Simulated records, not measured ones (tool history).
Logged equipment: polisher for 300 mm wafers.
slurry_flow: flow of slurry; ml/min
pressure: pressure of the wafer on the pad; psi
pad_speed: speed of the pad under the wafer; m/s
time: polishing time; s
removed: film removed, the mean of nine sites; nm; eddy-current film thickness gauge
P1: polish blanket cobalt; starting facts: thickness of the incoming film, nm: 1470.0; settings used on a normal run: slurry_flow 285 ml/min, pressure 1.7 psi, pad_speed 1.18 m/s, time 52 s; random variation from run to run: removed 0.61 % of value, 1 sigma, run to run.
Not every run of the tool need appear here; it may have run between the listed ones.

{"run": 1, "hour": 10.5, "slurry_flow": 285, "pressure": 1.7, "pad_speed": 1.18, "time": 52, "removed": 273.37}
{"run": 2, "hour": 20.2, "slurry_flow": 285, "pressure": 2.6, "pad_speed": 1.18, "time": 52, "removed": 414.56}
{"run": 3, "hour": 30.1, "slurry_flow": 285, "pressure": 1.7, "pad_speed": 1.18, "time": 76, "removed": 398.79}
{"run": 4, "hour": 37.4, "slurry_flow": 285, "pressure": 1.7, "pad_speed": 1.18, "time": 32, "removed": 167.82}
{"run": 5, "hour": 47.8, "slurry_flow": 170, "pressure": 1.7, "pad_speed": 1.18, "time": 26, "removed": 127.48}
{"run": 6, "hour": 55.1, "slurry_flow": 285, "pressure": 1.7, "pad_speed": 1.18, "time": 52, "removed": 274.28}
{"run": 7, "hour": 65.8, "slurry_flow": 170, "pressure": 1.7, "pad_speed": 1.18, "time": 52, "removed": 256.83}
{"run": 8, "hour": 75.1, "slurry_flow": 285, "pressure": 1.7, "pad_speed": 1.18, "time": 52, "removed": 270.69}
{"run": 9, "hour": 85.6, "slurry_flow": 370, "pressure": 1.7, "pad_speed": 1.18, "time": 52, "removed": 282.2}
{"run": 10, "hour": 94.8, "slurry_flow": 285, "pressure": 1.7, "pad_speed": 1.18, "time": 52, "removed": 272.24}
{"run": 11, "hour": 103.8, "slurry_flow": 285, "pressure": 0.9, "pad_speed": 1.18, "time": 52, "removed": 143.52}
{"run": 12, "hour": 112.1, "slurry_flow": 285, "pressure": 1.7, "pad_speed": 1.82, "time": 52, "removed": 421.55}
{"run": 13, "hour": 117.5, "slurry_flow": 285, "pressure": 1.7, "pad_speed": 1.18, "time": 52, "removed": 270.36}

What does the tool deliver on the next run?
{"run": 14, "hour": 122.9, "slurry_flow": 285, "pressure": 1.7, "pad_speed": 0.54, "time": 52, "removed": "?"}

removed: 125.49 nm

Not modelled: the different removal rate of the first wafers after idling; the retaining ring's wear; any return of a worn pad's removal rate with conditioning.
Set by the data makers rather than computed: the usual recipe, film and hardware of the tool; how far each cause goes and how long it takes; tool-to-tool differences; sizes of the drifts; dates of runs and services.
